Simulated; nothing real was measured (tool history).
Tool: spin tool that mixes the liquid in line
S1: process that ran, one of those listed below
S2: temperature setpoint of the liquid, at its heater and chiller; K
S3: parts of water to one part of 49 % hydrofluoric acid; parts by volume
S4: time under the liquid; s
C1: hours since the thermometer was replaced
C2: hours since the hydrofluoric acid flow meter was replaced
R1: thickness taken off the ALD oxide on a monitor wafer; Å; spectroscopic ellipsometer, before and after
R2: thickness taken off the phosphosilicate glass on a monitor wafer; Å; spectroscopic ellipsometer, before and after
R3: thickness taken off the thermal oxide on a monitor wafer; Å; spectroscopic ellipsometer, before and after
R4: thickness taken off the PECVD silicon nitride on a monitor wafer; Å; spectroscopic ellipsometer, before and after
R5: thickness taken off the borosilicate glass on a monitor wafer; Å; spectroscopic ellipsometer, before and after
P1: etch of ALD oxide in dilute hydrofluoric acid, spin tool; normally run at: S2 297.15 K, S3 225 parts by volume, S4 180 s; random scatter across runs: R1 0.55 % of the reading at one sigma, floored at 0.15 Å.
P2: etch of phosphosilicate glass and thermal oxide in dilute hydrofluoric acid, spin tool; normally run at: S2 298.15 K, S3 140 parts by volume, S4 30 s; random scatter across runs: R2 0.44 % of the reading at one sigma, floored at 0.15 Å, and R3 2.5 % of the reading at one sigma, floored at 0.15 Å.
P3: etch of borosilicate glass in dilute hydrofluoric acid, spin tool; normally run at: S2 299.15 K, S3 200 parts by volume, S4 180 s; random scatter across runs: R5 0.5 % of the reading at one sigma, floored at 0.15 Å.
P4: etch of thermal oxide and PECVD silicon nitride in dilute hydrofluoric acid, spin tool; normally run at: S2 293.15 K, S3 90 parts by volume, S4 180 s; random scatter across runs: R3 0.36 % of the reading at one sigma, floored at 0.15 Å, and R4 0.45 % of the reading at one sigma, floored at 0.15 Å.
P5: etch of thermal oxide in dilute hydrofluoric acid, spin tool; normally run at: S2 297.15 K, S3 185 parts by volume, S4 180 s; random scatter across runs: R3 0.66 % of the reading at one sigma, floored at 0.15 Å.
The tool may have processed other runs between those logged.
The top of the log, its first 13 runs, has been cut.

Run 14, hour 120.0: S1 P5, S2 297.15 K, S3 185 parts by volume, S4 180 s; C1 1589.7; C2 398.7. Result: R3 41.6310 Å.
Run 15, hour 126.9: S1 P3, S2 299.15 K, S3 345 parts by volume, S4 180 s; C1 1596.6; C2 405.6. Result: R5 105.070 Å.
Run 16, hour 136.7: S1 P5, S2 297.15 K, S3 185 parts by volume, S4 180 s; C1 1606.4; C2 415.4. Result: R3 41.4090 Å.
Run 17, hour 144.2: S1 P3, S2 299.15 K, S3 200 parts by volume, S4 180 s; C1 1613.9; C2 422.9. Result: R5 212.380 Å.
Run 18, hour 151.1: S1 P4, S2 290.15 K, S3 90 parts by volume, S4 180 s; C1 1620.8; C2 429.8. Result: R3 72.7400 Å, R4 51.339 Å.
Run 19, hour 157.2: S1 P1, S2 297.15 K, S3 225 parts by volume, S4 25 s; C1 1626.9; C2 435.9. Result: R1 10.5520 Å.
Run 20, hour 164.6: S1 P3, S2 293.65 K, S3 200 parts by volume, S4 180 s; C1 1634.3; C2 443.3. Result: R5 172.070 Å.
Run 21, hour 174.2: S1 P1, S2 297.15 K, S3 225 parts by volume, S4 180 s; C1 1643.9; C2 452.9. Result: R1 75.3200 Å.
Run 22, hour 180.6: S1 P1, S2 290.65 K, S3 225 parts by volume, S4 20 s; C1 1650.3; C2 459.3. Result: R1 6.3515 Å.
Run 23, hour 187.3: S1 P1, S2 297.15 K, S3 350 parts by volume, S4 180 s; C1 1657.0; C2 466.0. Result: R1 42.4840 Å.
Run 24, hour 193.8: S1 P1, S2 302.15 K, S3 225 parts by volume, S4 180 s; C1 1663.5; C2 472.5. Result: R1 89.0500 Å.

Run 25 comes next. What will it give?
Run 25, hour 201.6: S1 P3, S2 299.15 K, S3 200 parts by volume, S4 50 s; C1 1671.3; C2 480.3. Result: R5 ?.

{"run 25": {"R5": 58.075}}
